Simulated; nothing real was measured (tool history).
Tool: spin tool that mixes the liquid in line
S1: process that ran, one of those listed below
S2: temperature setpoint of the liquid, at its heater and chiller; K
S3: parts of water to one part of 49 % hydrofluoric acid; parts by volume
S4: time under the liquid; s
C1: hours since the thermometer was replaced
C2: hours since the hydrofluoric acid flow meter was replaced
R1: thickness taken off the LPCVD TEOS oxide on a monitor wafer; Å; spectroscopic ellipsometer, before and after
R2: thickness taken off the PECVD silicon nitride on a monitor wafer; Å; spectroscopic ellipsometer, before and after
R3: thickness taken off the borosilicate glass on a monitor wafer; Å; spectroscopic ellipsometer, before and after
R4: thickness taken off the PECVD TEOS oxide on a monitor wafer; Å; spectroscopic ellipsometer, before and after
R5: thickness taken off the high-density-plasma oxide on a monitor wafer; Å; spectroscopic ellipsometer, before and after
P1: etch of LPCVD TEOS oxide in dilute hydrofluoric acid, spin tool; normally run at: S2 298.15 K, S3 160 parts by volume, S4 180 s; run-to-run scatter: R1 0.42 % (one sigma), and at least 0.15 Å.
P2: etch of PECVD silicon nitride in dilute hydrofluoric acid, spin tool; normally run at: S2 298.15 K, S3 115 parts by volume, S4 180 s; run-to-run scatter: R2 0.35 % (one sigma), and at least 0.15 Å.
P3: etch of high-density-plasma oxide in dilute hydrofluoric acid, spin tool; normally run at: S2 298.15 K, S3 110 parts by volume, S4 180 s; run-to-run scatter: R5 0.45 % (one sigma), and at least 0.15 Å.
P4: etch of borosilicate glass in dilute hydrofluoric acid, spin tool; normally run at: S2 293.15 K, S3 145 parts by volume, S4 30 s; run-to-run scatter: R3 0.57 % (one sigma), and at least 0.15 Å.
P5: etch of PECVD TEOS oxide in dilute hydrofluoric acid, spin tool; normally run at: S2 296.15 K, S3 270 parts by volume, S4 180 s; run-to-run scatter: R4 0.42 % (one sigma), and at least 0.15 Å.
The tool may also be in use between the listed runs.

{"run": 1, "hour": 11.9, "S1": "P1", "S2": 298.15, "S3": 160, "S4": 180, "C1": 209.1, "C2": 1135.5, "R1": 235.58}
{"run": 2, "hour": 21.4, "S1": "P1", "S2": 292.15, "S3": 160, "S4": 75, "C1": 218.6, "C2": 1145, "R1": 78.238}
{"run": 3, "hour": 37.5, "S1": "P2", "S2": 298.15, "S3": 115, "S4": 285, "C1": 234.7, "C2": 1161.1, "R2": 133.04}
{"run": 4, "hour": 53.9, "S1": "P2", "S2": 298.15, "S3": 115, "S4": 180, "C1": 251.1, "C2": 1177.5, "R2": 83.793}
{"run": 5, "hour": 66.3, "S1": "P4", "S2": 293.15, "S3": 35, "S4": 30, "C1": 263.5, "C2": 1189.9, "R3": 289.26}
{"run": 6, "hour": 78.2, "S1": "P5", "S2": 296.15, "S3": 270, "S4": 180, "C1": 275.4, "C2": 1201.8, "R4": 54.527}
{"run": 7, "hour": 93.4, "S1": "P1", "S2": 294.15, "S3": 160, "S4": 335, "C1": 290.6, "C2": 1217, "R1": 381.06}
{"run": 8, "hour": 108.5, "S1": "P5", "S2": 296.15, "S3": 270, "S4": 85, "C1": 305.7, "C2": 1232.1, "R4": 26.214}
{"run": 9, "hour": 119.0, "S1": "P1", "S2": 303.65, "S3": 160, "S4": 180, "C1": 316.2, "C2": 1242.6, "R1": 289.89}
{"run": 10, "hour": 128.9, "S1": "P3", "S2": 298.15, "S3": 110, "S4": 345, "C1": 326.1, "C2": 1252.5, "R5": 225.83}
{"run": 11, "hour": 141.6, "S1": "P1", "S2": 298.15, "S3": 160, "S4": 180, "C1": 338.8, "C2": 1265.2, "R1": 236.12}
{"run": 12, "hour": 154.4, "S1": "P1", "S2": 298.15, "S3": 160, "S4": 285, "C1": 351.6, "C2": 1278, "R1": 380.05}
{"run": 13, "hour": 164.7, "S1": "P1", "S2": 298.15, "S3": 160, "S4": 180, "C1": 361.9, "C2": 1288.3, "R1": 236.84}
{"run": 14, "hour": 175.7, "S1": "P4", "S2": 293.15, "S3": 145, "S4": 30, "C1": 372.9, "C2": 1299.3, "R3": 61.79}
{"run": 15, "hour": 192.3, "S1": "P3", "S2": 294.15, "S3": 110, "S4": 180, "C1": 389.5, "C2": 1315.9, "R5": 99.909}
{"run": 16, "hour": 207.1, "S1": "P1", "S2": 298.15, "S3": 160, "S4": 15, "C1": 404.3, "C2": 1330.7, "R1": 19.865}
{"run": 17, "hour": 220.4, "S1": "P2", "S2": 303.65, "S3": 115, "S4": 180, "C1": 417.6, "C2": 1344, "R2": 120.12}
{"run": 18, "hour": 235.3, "S1": "P3", "S2": 298.15, "S3": 110, "S4": 180, "C1": 432.5, "C2": 1358.9, "R5": 116.9}
{"run": 19, "hour": 247.1, "S1": "P1", "S2": 298.15, "S3": 160, "S4": 180, "C1": 444.3, "C2": 1370.7, "R1": 237.18}
{"run": 20, "hour": 263.8, "S1": "P2", "S2": 298.15, "S3": 40, "S4": 180, "C1": 461, "C2": 1387.4, "R2": 237.96}
{"run": 21, "hour": 280.5, "S1": "P5", "S2": 290.65, "S3": 270, "S4": 180, "C1": 477.7, "C2": 1404.1, "R4": 44.718}
{"run": 22, "hour": 297.5, "S1": "P5", "S2": 296.15, "S3": 130, "S4": 180, "C1": 494.7, "C2": 1421.1, "R4": 132.81}

Run 23 comes next. What will it give?
{"run": 23, "hour": 310.6, "S1": "P3", "S2": 298.15, "S3": 70, "S4": 180, "C1": 507.8, "C2": 1434.2, "R5": "?"}

R5: 193.34 Å

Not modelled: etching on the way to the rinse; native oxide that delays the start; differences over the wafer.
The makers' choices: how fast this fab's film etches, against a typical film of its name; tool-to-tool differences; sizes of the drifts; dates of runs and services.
